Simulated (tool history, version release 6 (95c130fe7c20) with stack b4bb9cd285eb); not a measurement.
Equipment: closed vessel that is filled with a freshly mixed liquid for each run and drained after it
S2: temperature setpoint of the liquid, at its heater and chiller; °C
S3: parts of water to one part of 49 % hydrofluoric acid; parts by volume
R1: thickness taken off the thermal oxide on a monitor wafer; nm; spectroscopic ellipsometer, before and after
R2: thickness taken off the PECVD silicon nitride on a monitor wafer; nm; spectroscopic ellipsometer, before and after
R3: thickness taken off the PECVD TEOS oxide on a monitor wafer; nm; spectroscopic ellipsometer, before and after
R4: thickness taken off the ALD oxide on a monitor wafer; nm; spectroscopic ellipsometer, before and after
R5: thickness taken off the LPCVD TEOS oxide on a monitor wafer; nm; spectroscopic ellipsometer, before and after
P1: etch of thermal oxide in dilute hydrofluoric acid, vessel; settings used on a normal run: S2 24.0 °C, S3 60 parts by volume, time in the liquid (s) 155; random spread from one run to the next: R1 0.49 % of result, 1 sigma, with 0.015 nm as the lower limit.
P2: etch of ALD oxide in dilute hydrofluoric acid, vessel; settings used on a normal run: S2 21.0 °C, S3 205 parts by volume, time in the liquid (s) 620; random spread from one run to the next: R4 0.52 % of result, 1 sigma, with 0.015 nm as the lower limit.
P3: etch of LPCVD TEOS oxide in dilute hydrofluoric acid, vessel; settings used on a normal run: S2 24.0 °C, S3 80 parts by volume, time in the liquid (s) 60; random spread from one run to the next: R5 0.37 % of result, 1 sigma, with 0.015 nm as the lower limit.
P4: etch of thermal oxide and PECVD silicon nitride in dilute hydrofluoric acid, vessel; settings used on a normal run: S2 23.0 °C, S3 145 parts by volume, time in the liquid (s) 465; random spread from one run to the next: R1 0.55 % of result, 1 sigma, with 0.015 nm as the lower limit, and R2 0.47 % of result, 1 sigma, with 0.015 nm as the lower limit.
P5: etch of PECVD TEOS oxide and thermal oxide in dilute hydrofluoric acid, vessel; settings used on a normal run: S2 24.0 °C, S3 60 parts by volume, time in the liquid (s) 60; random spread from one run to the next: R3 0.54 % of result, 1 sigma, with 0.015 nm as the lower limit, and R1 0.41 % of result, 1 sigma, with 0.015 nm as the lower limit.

{"run": 1, "hour": 3.0, "process that ran": "P1", "S2": 24.0, "S3": 60, "time in the liquid (s)": 155, "R1": 12.358}
{"run": 2, "hour": 6.7, "process that ran": "P4", "S2": 23.0, "S3": 45, "time in the liquid (s)": 465, "R1": 52.884, "R2": 21.766}
{"run": 3, "hour": 10.9, "process that ran": "P5", "S2": 17.0, "S3": 60, "time in the liquid (s)": 60, "R1": 3.9593, "R3": 8.5873}
{"run": 4, "hour": 13.8, "process that ran": "P1", "S2": 24.0, "S3": 60, "time in the liquid (s)": 255, "R1": 20.455}
{"run": 5, "hour": 16.8, "process that ran": "P2", "S2": 21.0, "S3": 315, "time in the liquid (s)": 620, "R4": 15.346}
{"run": 6, "hour": 21.8, "process that ran": "P4", "S2": 23.0, "S3": 145, "time in the liquid (s)": 175, "R1": 5.4135, "R2": 2.5998}
{"run": 7, "hour": 25.4, "process that ran": "P5", "S2": 24.0, "S3": 60, "time in the liquid (s)": 30, "R1": 2.6478, "R3": 5.704}
{"run": 8, "hour": 29.5, "process that ran": "P3", "S2": 18.0, "S3": 80, "time in the liquid (s)": 60, "R5": 13.001}
{"run": 9, "hour": 33.6, "process that ran": "P1", "S2": 24.0, "S3": 20, "time in the liquid (s)": 155, "R1": 39.363}
{"run": 10, "hour": 38.8, "process that ran": "P1", "S2": 24.0, "S3": 60, "time in the liquid (s)": 75, "R1": 6.0168}
{"run": 11, "hour": 42.0, "process that ran": "P3", "S2": 24.0, "S3": 80, "time in the liquid (s)": 115, "R5": 31.914}
{"run": 12, "hour": 44.9, "process that ran": "P5", "S2": 24.0, "S3": 60, "time in the liquid (s)": 60, "R1": 5.2813, "R3": 11.472}
{"run": 13, "hour": 50.8, "process that ran": "P5", "S2": 24.0, "S3": 60, "time in the liquid (s)": 60, "R1": 5.2972, "R3": 11.535}
{"run": 14, "hour": 55.8, "process that ran": "P1", "S2": 24.0, "S3": 85, "time in the liquid (s)": 155, "R1": 8.4754}
{"run": 15, "hour": 60.6, "process that ran": "P2", "S2": 21.0, "S3": 205, "time in the liquid (s)": 620, "R4": 26.017}
{"run": 16, "hour": 64.5, "process that ran": "P1", "S2": 24.0, "S3": 60, "time in the liquid (s)": 155, "R1": 12.34}
{"run": 17, "hour": 67.4, "process that ran": "P1", "S2": 17.5, "S3": 60, "time in the liquid (s)": 285, "R1": 17.278}
{"run": 18, "hour": 70.6, "process that ran": "P5", "S2": 24.0, "S3": 30, "time in the liquid (s)": 60, "R1": 11.16, "R3": 24.175}
{"run": 19, "hour": 73.5, "process that ran": "P4", "S2": 29.5, "S3": 145, "time in the liquid (s)": 465, "R1": 18.485, "R2": 10.428}
{"run": 20, "hour": 79.5, "process that ran": "P1", "S2": 31.0, "S3": 60, "time in the liquid (s)": 155, "R1": 16.4}
{"run": 21, "hour": 85.0, "process that ran": "P2", "S2": 21.0, "S3": 205, "time in the liquid (s)": 1235, "R4": 51.867}
{"run": 22, "hour": 87.9, "process that ran": "P4", "S2": 23.0, "S3": 145, "time in the liquid (s)": 465, "R1": 14.41, "R2": 6.9241}
{"run": 23, "hour": 92.1, "process that ran": "P4", "S2": 23.0, "S3": 145, "time in the liquid (s)": 465, "R1": 14.405, "R2": 6.9334}
{"run": 24, "hour": 95.9, "process that ran": "P3", "S2": 24.0, "S3": 80, "time in the liquid (s)": 60, "R5": 16.714}
{"run": 25, "hour": 102.4, "process that ran": "P1", "S2": 24.0, "S3": 60, "time in the liquid (s)": 155, "R1": 12.397}
{"run": 26, "hour": 106.4, "process that ran": "P3", "S2": 24.0, "S3": 45, "time in the liquid (s)": 60, "R5": 31.066}
{"run": 27, "hour": 110.6, "process that ran": "P1", "S2": 24.0, "S3": 60, "time in the liquid (s)": 155, "R1": 12.507}
{"run": 28, "hour": 113.8, "process that ran": "P2", "S2": 17.0, "S3": 205, "time in the liquid (s)": 620, "R4": 22.2}
{"run": 29, "hour": 118.6, "process that ran": "P1", "S2": 17.5, "S3": 60, "time in the liquid (s)": 155, "R1": 9.4364}
{"run": 30, "hour": 125.0, "process that ran": "P1", "S2": 24.0, "S3": 60, "time in the liquid (s)": 155, "R1": 12.419}
{"run": 31, "hour": 130.2, "process that ran": "P1", "S2": 24.0, "S3": 60, "time in the liquid (s)": 155, "R1": 12.046}
{"run": 32, "hour": 134.9, "process that ran": "P1", "S2": 24.0, "S3": 60, "time in the liquid (s)": 155, "R1": 11.928}
{"run": 33, "hour": 139.6, "process that ran": "P1", "S2": 24.0, "S3": 60, "time in the liquid (s)": 155, "R1": 11.673}
{"run": 34, "hour": 146.1, "process that ran": "P1", "S2": 24.0, "S3": 60, "time in the liquid (s)": 155, "R1": 11.424}
{"run": 35, "hour": 149.1, "process that ran": "P1", "S2": 24.0, "S3": 60, "time in the liquid (s)": 155, "R1": 11.454}
{"run": 36, "hour": 152.2, "process that ran": "P1", "S2": 24.0, "S3": 60, "time in the liquid (s)": 155, "R1": 11.367}
{"run": 37, "hour": 158.0, "process that ran": "P1", "S2": 24.0, "S3": 60, "time in the liquid (s)": 155, "R1": 11.484}
{"run": 38, "hour": 162.2, "process that ran": "P1", "S2": 24.0, "S3": 60, "time in the liquid (s)": 155, "R1": 11.328}
{"run": 39, "hour": 166.7, "process that ran": "P1", "S2": 24.0, "S3": 60, "time in the liquid (s)": 155, "R1": 11.294}
{"run": 40, "hour": 171.3, "process that ran": "P1", "S2": 24.0, "S3": 60, "time in the liquid (s)": 155, "R1": 11.408}

Expected results for the next run?
{"run": 41, "hour": 177.7, "process that ran": "P1", "S2": 24.0, "S3": 60, "time in the liquid (s)": 155, "R1": "?"}

{"run 41": {"R1": 11.354}}
